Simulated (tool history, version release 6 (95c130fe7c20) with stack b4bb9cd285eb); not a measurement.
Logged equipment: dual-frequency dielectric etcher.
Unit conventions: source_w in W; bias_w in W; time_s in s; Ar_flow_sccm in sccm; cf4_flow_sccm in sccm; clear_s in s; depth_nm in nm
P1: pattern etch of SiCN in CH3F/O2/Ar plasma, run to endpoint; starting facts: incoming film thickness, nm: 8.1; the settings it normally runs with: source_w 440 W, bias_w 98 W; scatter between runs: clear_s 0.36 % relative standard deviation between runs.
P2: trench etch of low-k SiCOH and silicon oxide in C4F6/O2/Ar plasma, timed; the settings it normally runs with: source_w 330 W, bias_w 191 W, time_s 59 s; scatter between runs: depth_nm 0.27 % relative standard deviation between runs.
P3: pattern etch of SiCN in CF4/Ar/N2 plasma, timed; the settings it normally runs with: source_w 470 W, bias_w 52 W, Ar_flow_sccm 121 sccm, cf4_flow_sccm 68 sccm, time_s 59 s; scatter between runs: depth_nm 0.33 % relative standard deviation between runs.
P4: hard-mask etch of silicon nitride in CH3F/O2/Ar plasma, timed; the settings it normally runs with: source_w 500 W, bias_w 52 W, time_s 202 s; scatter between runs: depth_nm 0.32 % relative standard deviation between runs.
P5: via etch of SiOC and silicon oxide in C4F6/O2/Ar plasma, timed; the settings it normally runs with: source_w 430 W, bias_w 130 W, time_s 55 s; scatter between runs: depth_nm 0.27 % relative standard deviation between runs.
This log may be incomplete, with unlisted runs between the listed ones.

| run | hour | process | source_w | bias_w | time_s | Ar_flow_sccm | cf4_flow_sccm | clear_s | depth_nm |
|---|---|---|---|---|---|---|---|---|---|
| 1 | 5.5 | P1 | 440 | 98 |  |  |  | 18.24 |  |
| 2 | 11.9 | P1 | 440 | 98 |  |  |  | 18.252 |  |
| 3 | 16 | P1 | 440 | 98 |  |  |  | 18.251 |  |
| 4 | 21.2 | P5 | 330 | 130 | 55 |  |  |  | 52.848 |
| 5 | 27 | P5 | 430 | 130 | 55 |  |  |  | 58.63 |
| 6 | 33.4 | P2 | 330 | 191 | 59 |  |  |  | 185.53 |
| 7 | 39.1 | P1 | 350 | 114 |  |  |  | 18.683 |  |
| 8 | 43.9 | P3 | 470 | 52 | 59 | 166 | 68 |  | 43.328 |
| 9 | 47.2 | P2 | 330 | 240 | 59 |  |  |  | 200.21 |
| 10 | 54 | P1 | 440 | 73 |  |  |  | 20.377 |  |
| 11 | 59.3 | P3 | 470 | 52 | 32.5 | 121 | 68 |  | 25.319 |
| 12 | 63 | P3 | 470 | 52 | 59 | 121 | 68 |  | 45.633 |
| 13 | 66.8 | P4 | 500 | 52 | 202 |  |  |  | 136.98 |
| 14 | 73.4 | P1 | 440 | 137 |  |  |  | 15.983 |  |
| 15 | 80.6 | P5 | 430 | 130 | 82.5 |  |  |  | 88.022 |
|  | 81.7 | wet clean of the chamber |
| 16 | 86.9 | P1 | 440 | 98 |  |  |  | 18.065 |  |
| 17 | 91.4 | P4 | 500 | 66 | 202 |  |  |  | 147.81 |
| 18 | 96.8 | P3 | 470 | 52 | 59 | 121 | 85 |  | 47.788 |
| 19 | 103.8 | P1 | 520 | 98 |  |  |  | 17.171 |  |
| 20 | 109.7 | P1 | 330 | 98 |  |  |  | 20.216 |  |
| 21 | 113.4 | P4 | 300 | 52 | 202 |  |  |  | 112.19 |
| 22 | 117.4 | P2 | 430 | 191 | 59 |  |  |  | 206.07 |
| 23 | 123.3 | P1 | 440 | 98 |  |  |  | 18.215 |  |
| 24 | 126.6 | P1 | 440 | 98 |  |  |  | 18.133 |  |
| 25 | 132.5 | P4 | 500 | 52 | 156 |  |  |  | 105.43 |
| 26 | 136.3 | P3 | 470 | 40 | 59 | 121 | 68 |  | 42.004 |
| 27 | 139.5 | P2 | 330 | 191 | 85 |  |  |  | 267.48 |
| 28 | 144.4 | P5 | 430 | 165 | 55 |  |  |  | 63.248 |
| 29 | 148.8 | P3 | 470 | 52 | 59 | 121 | 68 |  | 46.14 |
| 30 | 154 | P3 | 320 | 52 | 59 | 121 | 68 |  | 32.624 |
| 31 | 160.4 | P5 | 430 | 130 | 55 |  |  |  | 58.69 |
| 32 | 164.3 | P1 | 440 | 98 |  |  |  | 18.159 |  |
| 33 | 170.9 | P1 | 440 | 98 |  |  |  | 18.003 |  |
| 34 | 176.1 | P1 | 440 | 98 |  |  |  | 17.899 |  |
| 35 | 180.9 | P1 | 440 | 98 |  |  |  | 17.962 |  |
|  | 186.9 | wet clean of the chamber |
| 36 | 187.9 | P1 | 440 | 98 |  |  |  | 17.947 |  |
| 37 | 191.2 | P1 | 440 | 98 |  |  |  | 17.93 |  |
| 38 | 195.6 | P1 | 440 | 98 |  |  |  | 17.954 |  |
| 39 | 202.5 | P1 | 440 | 98 |  |  |  | 17.901 |  |
| 40 | 209.6 | P1 | 440 | 98 |  |  |  | 17.901 |  |
| 41 | 213.7 | P1 | 440 | 98 |  |  |  | 17.761 |  |
| 42 | 219.5 | P1 | 440 | 98 |  |  |  | 17.857 |  |

Compared with where it was, what P1 gives has crept away. Each cause listed below fits the log as well as the rest, at the size given for it:
A: bias power that arrives over what is set, % = 4.88
B: source power that arrives over what is set, % = 4.94
Onset of the creep was near hour 164.3.
Each remaining cause and why it is not a fit:
chamber walls in a state that raises the etch rate, %: serviced after onset, at hour 186.9, with no recovery of the prior output

Listed below are the offered check runs, one wafer per run, with question marks in place of results. For which of them would the causes give clearly different outcomes?
| check 1 | 225.3 | P2 | 330 | 191 | 59 |  |  |  | ? |
| check 2 | 225.3 | P5 | 430 | 130 | 55 |  |  |  | ? |
| check 3 | 225.3 | P4 | 500 | 52 | 202 |  |  |  | ? |
| check 4 | 225.3 | P3 | 470 | 52 | 59 | 121 | 68 |  | ? |

Outcome of each check run for each possible cause:
| check | result | if A | if B |
|---|---|---|---|
| check 1 | depth_nm | 188.85 | 189.44 |
| check 2 | depth_nm | 59.444 | 59.733 |
| check 3 | depth_nm | 138.45 | 139 |
| check 4 | depth_nm | 46.618 | 47.874 |
How far apart the two closest causes lie, in the result that separates them most: check 1 0.31 %; check 2 0.48 %; check 3 0.4 %; check 4 2.66 %
Of the check runs offered, only check 4 discriminates between the causes; the rest would read about the same regardless of which cause applies.

Running check 4 produced the following: depth_nm 47.877 nm. Which one of the listed causes fits?

Of the candidate causes, it is B: source power that arrives over what is set, %.

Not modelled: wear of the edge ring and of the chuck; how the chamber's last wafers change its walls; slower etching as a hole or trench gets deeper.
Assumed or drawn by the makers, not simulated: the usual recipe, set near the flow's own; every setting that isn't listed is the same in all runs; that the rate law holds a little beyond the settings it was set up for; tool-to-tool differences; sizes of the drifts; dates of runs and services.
